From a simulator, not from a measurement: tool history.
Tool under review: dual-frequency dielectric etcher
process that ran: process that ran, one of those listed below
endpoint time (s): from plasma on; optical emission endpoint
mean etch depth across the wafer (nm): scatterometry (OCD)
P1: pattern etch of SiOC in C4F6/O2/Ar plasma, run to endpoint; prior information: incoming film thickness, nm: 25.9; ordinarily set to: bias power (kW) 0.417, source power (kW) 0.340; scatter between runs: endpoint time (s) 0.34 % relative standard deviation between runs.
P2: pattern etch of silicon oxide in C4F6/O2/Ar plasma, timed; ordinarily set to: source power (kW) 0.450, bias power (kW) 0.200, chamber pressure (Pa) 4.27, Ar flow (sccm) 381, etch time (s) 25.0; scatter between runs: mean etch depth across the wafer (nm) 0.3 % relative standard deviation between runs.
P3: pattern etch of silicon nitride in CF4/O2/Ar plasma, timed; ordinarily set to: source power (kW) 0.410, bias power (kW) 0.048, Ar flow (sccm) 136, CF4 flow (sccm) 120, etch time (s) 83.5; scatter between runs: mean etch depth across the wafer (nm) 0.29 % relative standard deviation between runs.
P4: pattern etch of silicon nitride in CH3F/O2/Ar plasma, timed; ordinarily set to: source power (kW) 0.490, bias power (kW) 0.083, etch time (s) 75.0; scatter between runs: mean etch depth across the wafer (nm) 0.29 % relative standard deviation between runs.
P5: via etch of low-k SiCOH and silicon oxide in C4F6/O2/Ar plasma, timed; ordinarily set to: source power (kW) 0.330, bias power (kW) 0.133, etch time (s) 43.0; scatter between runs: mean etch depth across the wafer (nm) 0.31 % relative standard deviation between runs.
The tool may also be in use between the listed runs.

run     day  process that ran  bias power (kW)  source power (kW)  Ar flow (sccm)  CF4 flow (sccm)  etch time (s)  chamber pressure (Pa)  endpoint time (s)  mean etch depth across the wafer (nm)
  1   0.275                P1            0.417              0.340                                                                                    9.9777
  2   0.529                P1            0.417              0.340                                                                                    9.9680
  3   0.958                P3            0.048              0.410             136              120           62.0                                                                           93.859
      1.425  -- source power generator calibrated
  4   1.458                P5            0.133              0.330                                            23.5                                                                           50.603
  5   1.854                P3            0.068              0.410             136              120           83.5                                                                          144.720
  6   2.142                P2            0.200              0.330             381                            25.0                   4.27                                                    73.648
  7   2.550                P1            0.417              0.340                                                                                    9.9847
  8   2.800                P4            0.083              0.380                                            75.0                                                                           54.734
  9   3.288                P5            0.133              0.330                                            43.0                                                                           92.058
 10   3.788                P1            0.417              0.410                                                                                    9.3004
 11   4.267                P1            0.588              0.340                                                                                    8.7843
 12   4.550                P2            0.200              0.450             381                            35.5                   4.27                                                   118.390
 13   4.938                P3            0.048              0.410              80              120           83.5                                                                          134.440
 14   5.262                P1            0.417              0.340                                                                                    9.9477
 15   5.583                P1            0.417              0.340                                                                                    9.9712
 16   6.050                P4            0.083              0.490                                            75.0                                                                           60.392
 17   6.429                P3            0.048              0.410             136              159           83.5                                                                          131.290
 18   6.792                P2            0.134              0.450             381                            25.0                   4.27                                                    73.548
 19   7.121                P5            0.133              0.250                                            43.0                                                                           83.171
      7.238  -- wet clean of the chamber
 20   7.442                P2            0.200              0.450             381                            25.0                   4.27                                                    83.162
 21   7.704                P1            0.417              0.260                                                                                   11.0520
 22   8.092                P5            0.158              0.330                                            43.0                                                                           97.218
 23   8.579                P4            0.057              0.490                                            75.0                                                                           53.089
 24   8.946                P1            0.517              0.240                                                                                   10.4780
 25   9.367                P3            0.048              0.550             136              120           83.5                                                                          162.880
 26   9.758                P3            0.048              0.410             136              120           83.5                                                                          126.080
 27  10.246                P2            0.200              0.450             381                            25.0                   5.53                                                    80.961
 28  10.483                P2            0.200              0.450             381                            25.0                   4.27                                                    83.534
 29  10.904                P1            0.417              0.340                                                                                    9.9298
 30  11.342                P4            0.083              0.490                                           110.0                                                                           88.289
 31  11.662                P2            0.200              0.450             256                            25.0                   4.27                                                    86.617
 32  11.946                P3            0.048              0.410             136              120           83.5                                                                          127.120
 33  12.292                P1            0.281              0.340                                                                                   11.4140
 34  12.788                P1            0.417              0.340                                                                                    9.9785
 35  13.054                P1            0.417              0.340                                                                                    9.9530
 36  13.550                P1            0.417              0.340                                                                                    9.8997
 37  14.000                P1            0.417              0.340                                                                                    9.8658
 38  14.342                P1            0.417              0.340                                                                                    9.8084
     14.421  -- wet clean of the chamber
 39  14.733                P1            0.417              0.340                                                                                    9.8667
 40  15.233                P1            0.417              0.340                                                                                    9.8127
 41  15.488                P1            0.417              0.340                                                                                    9.8152
 42  15.875                P1            0.417              0.340                                                                                    9.7566

What P1 gives has crept away from where it was. These 2 causes fit the log equally well, each at the size given:
A: bias power that arrives over what is set, % = 4.77
B: source power that arrives over what is set, % = 4.73
The process output started creeping at around day 12.788.
Every other cause this tool's parts could produce, and why it does not fit the log:
chamber walls in a state that raises the etch rate, %: was serviced at day 14.421, once the creep was under way, yet the earlier output never came back

Below are 4 check runs, each on a single wafer, with their results shown as question marks. Which of them would tell the listed causes apart, meaning the causes would give clearly different results under it?
check 1  16.262                P4            0.083              0.490                                            75.0                                                                                ?
check 2  16.262                P3            0.048              0.410             136              120           83.5                                                                                ?
check 3  16.262                P2            0.200              0.450             381                            25.0                   4.27                                                         ?
check 4  16.262                P5            0.133              0.330                                            43.0                                                                                ?

If the cause were each of the candidates in turn, the checks would give the following:
  check                                 result     if A     if B
check 1  mean etch depth across the wafer (nm)   61.216   61.287
check 2  mean etch depth across the wafer (nm)  128.490  131.380
check 3  mean etch depth across the wafer (nm)   84.598   84.848
check 4  mean etch depth across the wafer (nm)   93.634   94.033
Distance between the nearest two causes, measured in the result of the check that separates them most: check 1 0.12 %; check 2 2.23 %; check 3 0.29 %; check 4 0.43 %
Check 2 distinguishes between the causes, while the remaining checks would return nearly the same result for all of them.

The results of check 2 are: mean etch depth across the wafer (nm) 127.750. Based on these, which of the listed causes is it?

The cause is A: bias power that arrives over what is set, %.
